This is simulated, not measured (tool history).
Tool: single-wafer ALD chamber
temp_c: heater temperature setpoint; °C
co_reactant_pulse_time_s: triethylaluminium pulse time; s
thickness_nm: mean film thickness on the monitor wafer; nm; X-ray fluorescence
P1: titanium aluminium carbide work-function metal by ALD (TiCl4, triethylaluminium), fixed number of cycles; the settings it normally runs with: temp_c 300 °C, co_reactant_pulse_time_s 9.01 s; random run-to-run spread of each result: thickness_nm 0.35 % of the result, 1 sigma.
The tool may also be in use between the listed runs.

run   hour  temp_c  co_reactant_pulse_time_s  hours since the last thermocouple change  hours since the last triethylaluminium bottle change  thickness_nm
  1   12.1     300                      9.01                                     828.1                                                 249.4        1.9625
  2   21.7     300                      9.01                                     837.7                                                   259        1.9748
  3   32.7     300                      9.01                                     848.7                                                   270        1.9699
  4   45.7     322                      5.32                                     861.7                                                   283        1.8978
  5   57.7     300                      9.01                                     873.7                                                   295        1.9754
  6   65.5     285                      3.55                                     881.5                                                 302.8        1.3674
  7   80.4     300                      9.01                                     896.4                                                 317.7        1.9762
  8   87.4     300                     12.45                                     903.4                                                 324.7        2.0494
  9   98.6     300                      5.29                                     914.6                                                 335.9        1.7344
     112.4  -- thermocouple changed; heater temperature recalibrated
 10  113.1     279                      9.01                                       0.7                                                 350.4        1.8065
 11  122.4     323                      9.01                                        10                                                 359.7        2.1783
 12  135.3     300                      9.01                                      22.9                                                 372.6        1.9819
 13  146.1     300                      9.01                                      33.7                                                 383.4        1.9574
 14  159.4     300                      9.01                                        47                                                 396.7        1.9445
 15  174.5     300                      9.01                                      62.1                                                 411.8        1.9302
 16  183.4     300                      9.01                                        71                                                 420.7        1.9333
 17    194     300                      9.01                                      81.6                                                 431.3        1.9425
 18  201.9     300                      9.01                                      89.5                                                 439.2        1.9282

Something has made what P1 gives creep away from where it was; the 2 causes below, each at its own stated size, fit the log equally well:
A: wafer temperature below the value expected at the setpoint (K) = 4.04
B: triethylaluminium dose below that of a fresh bottle (%) = 10.2
Creep in the process output first set in at about hour 135.3.

Below are 4 check runs, each averaged over 2 wafers, with their results shown as question marks. Which of them would give clearly different results depending on which cause is behind the drift?
check 1  209.8     322                      9.01                                                                                                             ?
check 2  209.8     317                      9.01                                                                                                             ?
check 3  209.8     309                      5.39                                                                                                             ?
check 4  209.8     315                      9.01                                                                                                             ?

If the cause were each of the candidates in turn, the checks would give the following:
  check        result    if A    if B
check 1  thickness_nm  2.1289  2.1263
check 2  thickness_nm  2.0855  2.0835
check 3  thickness_nm  1.7818  1.7427
check 4  thickness_nm  2.0682  2.0665
Separation of the two closest causes in each check, using whichever result separates them best: check 1 0.12 %; check 2 0.09 %; check 3 2.22 %; check 4 0.08 %
Check 3 is the one run that separates the causes; every other check would come out nearly the same whichever cause is at work.

Here is what check 3 returned: thickness_nm 1.7431 nm. Which cause is it?

The correct cause is B, namely: triethylaluminium dose below that of a fresh bottle (%).

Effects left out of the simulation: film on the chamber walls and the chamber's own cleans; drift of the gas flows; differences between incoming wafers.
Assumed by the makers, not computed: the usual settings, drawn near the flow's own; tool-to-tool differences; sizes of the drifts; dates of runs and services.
